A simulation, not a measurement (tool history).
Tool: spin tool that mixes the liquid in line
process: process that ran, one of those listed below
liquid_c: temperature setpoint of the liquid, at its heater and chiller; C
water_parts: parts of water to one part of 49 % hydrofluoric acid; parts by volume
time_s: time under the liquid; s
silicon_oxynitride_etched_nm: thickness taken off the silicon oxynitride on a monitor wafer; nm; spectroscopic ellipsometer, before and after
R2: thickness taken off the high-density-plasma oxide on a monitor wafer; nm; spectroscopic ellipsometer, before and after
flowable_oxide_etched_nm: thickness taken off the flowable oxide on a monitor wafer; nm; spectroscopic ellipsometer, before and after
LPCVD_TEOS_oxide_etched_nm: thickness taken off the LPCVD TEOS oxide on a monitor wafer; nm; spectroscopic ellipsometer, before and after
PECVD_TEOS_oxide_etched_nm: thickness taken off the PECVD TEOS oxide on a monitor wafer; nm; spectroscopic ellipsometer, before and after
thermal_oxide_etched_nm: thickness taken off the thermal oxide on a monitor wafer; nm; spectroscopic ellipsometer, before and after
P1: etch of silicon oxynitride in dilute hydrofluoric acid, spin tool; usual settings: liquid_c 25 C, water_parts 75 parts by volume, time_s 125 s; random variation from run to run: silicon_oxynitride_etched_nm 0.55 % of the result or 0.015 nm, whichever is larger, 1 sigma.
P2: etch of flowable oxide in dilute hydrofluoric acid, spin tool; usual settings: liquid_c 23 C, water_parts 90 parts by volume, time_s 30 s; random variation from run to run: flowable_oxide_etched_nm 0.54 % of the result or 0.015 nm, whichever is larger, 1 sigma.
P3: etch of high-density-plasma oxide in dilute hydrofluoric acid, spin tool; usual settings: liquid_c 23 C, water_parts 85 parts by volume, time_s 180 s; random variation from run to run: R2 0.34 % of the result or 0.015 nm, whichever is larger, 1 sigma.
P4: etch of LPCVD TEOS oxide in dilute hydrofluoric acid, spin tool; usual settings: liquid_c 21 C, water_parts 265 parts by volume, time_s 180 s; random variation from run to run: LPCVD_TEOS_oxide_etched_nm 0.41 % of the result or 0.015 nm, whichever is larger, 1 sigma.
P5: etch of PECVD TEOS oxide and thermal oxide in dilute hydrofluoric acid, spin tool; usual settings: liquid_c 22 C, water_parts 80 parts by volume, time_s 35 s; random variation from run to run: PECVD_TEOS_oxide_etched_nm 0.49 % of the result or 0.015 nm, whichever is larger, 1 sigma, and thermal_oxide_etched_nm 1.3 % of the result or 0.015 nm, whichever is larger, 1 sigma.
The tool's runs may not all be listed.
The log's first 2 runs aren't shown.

{"run": 3, "hour": 12.2, "process": "P2", "liquid_c": 23, "water_parts": 90, "time_s": 15, "flowable_oxide_etched_nm": 5.9529}
{"run": 4, "hour": 15.8, "process": "P1", "liquid_c": 25, "water_parts": 75, "time_s": 125, "silicon_oxynitride_etched_nm": 4.5847}
{"run": 5, "hour": 19.2, "process": "P4", "liquid_c": 27, "water_parts": 265, "time_s": 180, "LPCVD_TEOS_oxide_etched_nm": 10.635}
{"run": 6, "hour": 22.0, "process": "P3", "liquid_c": 23, "water_parts": 85, "time_s": 180, "R2": 11.289}
{"run": 7, "hour": 26.7, "process": "P2", "liquid_c": 23, "water_parts": 90, "time_s": 30, "flowable_oxide_etched_nm": 11.934}
{"run": 8, "hour": 31.0, "process": "P5", "liquid_c": 22, "water_parts": 80, "time_s": 35, "PECVD_TEOS_oxide_etched_nm": 8.0316, "thermal_oxide_etched_nm": 1.9643}
{"run": 9, "hour": 35.0, "process": "P1", "liquid_c": 25, "water_parts": 140, "time_s": 125, "silicon_oxynitride_etched_nm": 2.2618}
{"run": 10, "hour": 38.9, "process": "P1", "liquid_c": 25, "water_parts": 75, "time_s": 125, "silicon_oxynitride_etched_nm": 4.4838}
{"run": 11, "hour": 42.4, "process": "P2", "liquid_c": 17, "water_parts": 90, "time_s": 30, "flowable_oxide_etched_nm": 9.254}
{"run": 12, "hour": 45.5, "process": "P2", "liquid_c": 23, "water_parts": 90, "time_s": 30, "flowable_oxide_etched_nm": 11.959}
{"run": 13, "hour": 49.7, "process": "P4", "liquid_c": 21, "water_parts": 265, "time_s": 180, "LPCVD_TEOS_oxide_etched_nm": 8.5906}
{"run": 14, "hour": 54.7, "process": "P2", "liquid_c": 23, "water_parts": 40, "time_s": 30, "flowable_oxide_etched_nm": 28.435}
{"run": 15, "hour": 59.2, "process": "P1", "liquid_c": 25, "water_parts": 75, "time_s": 125, "silicon_oxynitride_etched_nm": 4.5011}
{"run": 16, "hour": 63.8, "process": "P1", "liquid_c": 25, "water_parts": 75, "time_s": 125, "silicon_oxynitride_etched_nm": 4.5195}
{"run": 17, "hour": 67.2, "process": "P3", "liquid_c": 17, "water_parts": 85, "time_s": 180, "R2": 8.8228}
{"run": 18, "hour": 70.2, "process": "P5", "liquid_c": 27, "water_parts": 80, "time_s": 35, "PECVD_TEOS_oxide_etched_nm": 9.8863, "thermal_oxide_etched_nm": 2.3453}
{"run": 19, "hour": 73.7, "process": "P3", "liquid_c": 23, "water_parts": 25, "time_s": 180, "R2": 41.09}
{"run": 20, "hour": 77.9, "process": "P1", "liquid_c": 25, "water_parts": 75, "time_s": 15, "silicon_oxynitride_etched_nm": 0.53309}
{"hour": 78.6, "done": "thermometer replaced"}
{"run": 21, "hour": 80.3, "process": "P1", "liquid_c": 25, "water_parts": 45, "time_s": 75, "silicon_oxynitride_etched_nm": 4.591}
{"run": 22, "hour": 84.1, "process": "P5", "liquid_c": 22, "water_parts": 45, "time_s": 35, "PECVD_TEOS_oxide_etched_nm": 15.04, "thermal_oxide_etched_nm": 3.6462}
{"run": 23, "hour": 87.6, "process": "P5", "liquid_c": 22, "water_parts": 80, "time_s": 15, "PECVD_TEOS_oxide_etched_nm": 3.4752, "thermal_oxide_etched_nm": 0.84077}
{"run": 24, "hour": 90.8, "process": "P4", "liquid_c": 21, "water_parts": 265, "time_s": 345, "LPCVD_TEOS_oxide_etched_nm": 16.444}

Forecast run 25:
{"run": 25, "hour": 94.1, "process": "P1", "liquid_c": 18, "water_parts": 75, "time_s": 125, "silicon_oxynitride_etched_nm": "?"}

silicon_oxynitride_etched_nm: 3.2085 nm
